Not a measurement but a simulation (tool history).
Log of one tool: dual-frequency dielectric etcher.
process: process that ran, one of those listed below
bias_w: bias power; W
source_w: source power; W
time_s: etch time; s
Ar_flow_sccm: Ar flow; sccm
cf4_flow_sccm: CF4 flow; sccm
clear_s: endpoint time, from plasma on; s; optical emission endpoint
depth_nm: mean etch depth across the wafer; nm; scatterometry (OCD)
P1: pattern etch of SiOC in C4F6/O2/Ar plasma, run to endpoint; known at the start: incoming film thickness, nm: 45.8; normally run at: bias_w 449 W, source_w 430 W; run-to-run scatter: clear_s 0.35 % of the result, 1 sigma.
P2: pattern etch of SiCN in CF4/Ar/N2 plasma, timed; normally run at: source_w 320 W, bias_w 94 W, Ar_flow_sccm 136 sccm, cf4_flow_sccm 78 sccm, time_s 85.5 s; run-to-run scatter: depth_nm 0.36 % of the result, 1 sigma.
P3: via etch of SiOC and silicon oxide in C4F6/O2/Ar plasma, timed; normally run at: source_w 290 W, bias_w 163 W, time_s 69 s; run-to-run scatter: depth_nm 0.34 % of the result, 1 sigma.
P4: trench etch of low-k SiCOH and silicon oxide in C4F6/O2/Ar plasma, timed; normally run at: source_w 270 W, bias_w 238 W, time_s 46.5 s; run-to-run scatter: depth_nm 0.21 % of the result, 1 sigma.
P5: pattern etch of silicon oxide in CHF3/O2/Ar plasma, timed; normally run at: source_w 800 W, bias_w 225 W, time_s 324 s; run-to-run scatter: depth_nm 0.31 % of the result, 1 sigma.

run	hour	process	bias_w	source_w	time_s	Ar_flow_sccm	cf4_flow_sccm	clear_s	depth_nm
1	11.3	P1	449	430				15.606	
2	25.9	P1	449	590				13.744	
3	37.2	P5	225	800	230				548.41
4	44.1	P2	94	320	85.5	87	78		61.89
5	51.5	P3	163	210	69				57.585
6	62.8	P1	449	430				15.513	
7	75.1	P4	238	270	34.5				109.2
8	82.5	P4	312	270	46.5				161.69
9	90.3	P3	163	290	69				65.376
10	103.2	P2	94	320	85.5	136	108		60.882
11	117.5	P3	163	290	69				64.888
12	128.1	P2	94	320	119.5	136	78		81.846
13	137.5	P1	604	430				13.997	
14	146	P3	163	290	99.5				94.065
15	157.1	P1	449	430				15.617	
16	169.1	P2	55	320	85.5	136	78		48.048
# hour 171: source power generator calibrated
17	176.2	P1	449	430				15.473	
18	189.1	P5	291	800	324				847.15
19	199.1	P4	238	270	46.5				146.82
20	210.4	P1	449	430				15.531	
21	222.5	P1	361	280				19.672	
22	232.1	P5	225	480	324				637.1
23	243.8	P3	99	290	69				55.894
24	253.3	P2	94	320	85.5	136	78		58.409
25	261.8	P4	238	390	46.5				169.23
26	274.3	P5	225	800	324				770.02
27	285.8	P1	305	430				17.745	
28	298.9	P2	94	250	85.5	136	78		47.219
29	308.2	P1	449	260				18.758	
30	315.4	P5	225	800	324				773.7
31	324	P1	449	430				15.469	
32	334.1	P1	449	430				15.591	
33	341.6	P1	449	430				15.675	
34	349.2	P1	449	430				15.671	
35	357.9	P1	449	430				15.761	
36	366.8	P1	449	430				15.738	
37	381.6	P1	449	430				15.654	
# hour 391.1: wet clean of the chamber
38	396.2	P1	449	430				15.714	
39	406.7	P1	449	430				15.846	
40	413.5	P1	449	430				15.788	

What P1 gives has crept away from where it was. These 2 causes fit the log equally well, each at the size given:
A: bias power that arrives under what is set, % = 4.73
B: source power that arrives under what is set, % = 4.66
The creep began at about hour 324.
Why every other cause is out:
chamber walls in a state that lowers the etch rate, %: serviced at hour 391.1, which brought nothing back

4 check runs are offered, each on 2 wafers whose results are averaged, their results left as question marks. Which one tells the causes apart?
check 1	420.3	P4	285	380	46.5				?
check 2	420.3	P5	225	480	324				?
check 3	420.3	P2	94	320	113.5	115	78		?
check 4	420.3	P3	99	290	69				?

What each check would give under each cause:
check	result	if A	if B
check 1	depth_nm	174.98	174.75
check 2	depth_nm	626.48	626
check 3	depth_nm	77.94	76.135
check 4	depth_nm	55.245	54.958
How far apart the two closest causes lie, in the result that separates them most: check 1 0.13 %; check 2 0.08 %; check 3 2.34 %; check 4 0.52 %
Check 3 tells the causes apart: in the others they would give nearly the same result.

Then check 3 was run and gave: depth_nm 77.554 nm. Which cause is it?

It is A: bias power that arrives under what is set, %.
